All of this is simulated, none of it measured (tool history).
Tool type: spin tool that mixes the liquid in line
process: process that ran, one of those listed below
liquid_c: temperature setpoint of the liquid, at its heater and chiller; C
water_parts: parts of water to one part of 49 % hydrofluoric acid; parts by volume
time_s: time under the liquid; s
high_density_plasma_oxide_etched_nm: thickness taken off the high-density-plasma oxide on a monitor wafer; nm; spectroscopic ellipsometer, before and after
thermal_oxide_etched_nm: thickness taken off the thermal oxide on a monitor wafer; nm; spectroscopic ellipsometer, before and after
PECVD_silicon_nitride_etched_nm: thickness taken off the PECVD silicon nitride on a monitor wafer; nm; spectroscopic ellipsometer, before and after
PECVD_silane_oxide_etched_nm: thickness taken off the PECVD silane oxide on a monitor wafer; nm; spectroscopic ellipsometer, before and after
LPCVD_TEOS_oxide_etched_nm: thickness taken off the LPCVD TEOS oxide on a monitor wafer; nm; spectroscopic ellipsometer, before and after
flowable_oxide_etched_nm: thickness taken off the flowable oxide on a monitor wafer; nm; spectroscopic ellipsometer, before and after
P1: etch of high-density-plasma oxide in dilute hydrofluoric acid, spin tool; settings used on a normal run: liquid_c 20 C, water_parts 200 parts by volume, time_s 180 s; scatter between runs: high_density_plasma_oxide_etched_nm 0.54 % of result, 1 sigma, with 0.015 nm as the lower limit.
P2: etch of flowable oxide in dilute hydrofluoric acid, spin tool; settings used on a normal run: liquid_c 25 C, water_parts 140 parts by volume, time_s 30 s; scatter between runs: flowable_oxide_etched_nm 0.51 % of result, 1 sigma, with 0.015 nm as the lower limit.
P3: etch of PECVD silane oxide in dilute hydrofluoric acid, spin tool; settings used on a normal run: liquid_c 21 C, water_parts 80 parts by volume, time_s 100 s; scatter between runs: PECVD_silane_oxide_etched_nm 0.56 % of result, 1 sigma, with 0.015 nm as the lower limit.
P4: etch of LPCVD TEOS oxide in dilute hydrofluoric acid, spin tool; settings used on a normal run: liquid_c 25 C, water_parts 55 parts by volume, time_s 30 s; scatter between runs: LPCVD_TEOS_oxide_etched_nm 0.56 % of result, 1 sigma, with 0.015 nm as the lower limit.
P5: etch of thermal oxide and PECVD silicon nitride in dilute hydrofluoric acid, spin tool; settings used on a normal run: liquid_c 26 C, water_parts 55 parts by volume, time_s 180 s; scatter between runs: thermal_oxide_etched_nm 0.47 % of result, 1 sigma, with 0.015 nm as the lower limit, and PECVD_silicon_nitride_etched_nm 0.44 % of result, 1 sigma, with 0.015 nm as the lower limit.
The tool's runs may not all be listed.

run	hour	process	liquid_c	water_parts	time_s	hours since the thermometer was replaced	hours since the hydrofluoric acid flow meter was replaced	high_density_plasma_oxide_etched_nm	thermal_oxide_etched_nm	PECVD_silicon_nitride_etched_nm	PECVD_silane_oxide_etched_nm	LPCVD_TEOS_oxide_etched_nm	flowable_oxide_etched_nm
1	6	P1	20	200	180	269.6	337.5	5.3258					
2	15	P5	26	55	180	278.6	346.5		17.089	17.546			
3	26.7	P5	26	55	180	290.3	358.2		17.159	17.546			
4	36	P3	21	80	185	299.6	367.5				53.22		
5	43.2	P1	20	110	180	306.8	374.7	10.664					
6	50.5	P1	20	200	100	314.1	382	2.9953					
7	62.6	P4	25	55	15	326.2	394.1					8.5493	
8	73.4	P1	25	200	180	337	404.9	6.4502					
9	79.9	P1	20	290	180	343.5	411.4	3.3557					
10	85.7	P1	20	200	180	349.3	417.2	5.3836					
11	96.4	P1	17	200	275	360	427.9	7.2348					
12	104.9	P3	21	140	100	368.5	436.4				15.203		
13	110.4	P5	26	30	180	374	441.9		32.568	31.701			
14	119.5	P4	25	55	30	383.1	451					16.972	
15	126	P5	30	55	180	389.6	457.5		20.145	22.755			
16	136.8	P2	25	260	30	400.4	468.3						4.465
17	146	P1	20	200	180	409.6	477.5	5.3433					
18	153.7	P2	25	140	15	417.3	485.2						4.7629
19	166.2	P1	20	200	180	429.8	497.7	5.3624					
20	176.4	P1	20	70	330	440	507.9	31.936					
21	186.3	P4	25	90	30	449.9	517.8					9.9941	
22	192.3	P3	27	80	100	455.9	523.8				36.319		
23	200.9	P1	20	200	350	464.5	532.4	10.431					
24	212.6	P5	26	55	345	476.2	544.1		32.959	33.445			
25	218.7	P2	25	140	30	482.3	550.2						9.4178
26	226.9	P2	18.5	140	30	490.5	558.4						7.2673
27	239.4	P1	17	200	180	503	570.9	4.7306					
28	249.2	P1	20	200	180	512.8	580.7	5.3666					
29	254.6	P1	20	200	180	518.2	586.1	5.3231					
30	260.3	P3	21	80	100	523.9	591.8				28.565		
31	268.3	P4	17	55	30	531.9	599.8					12.165	
32	276.4	P1	20	200	180	540	607.9	5.3152					
33	283.2	P1	20	200	180	546.8	614.7	5.532					
34	293.9	P1	20	200	180	557.5	625.4	5.5553					
35	306.2	P1	20	200	180	569.8	637.7	5.7269					

What does the tool deliver on the next run?
36	312.4	P1	20	200	180	576	643.9	?					

{"run 36": {"high_density_plasma_oxide_etched_nm": 5.7085}}
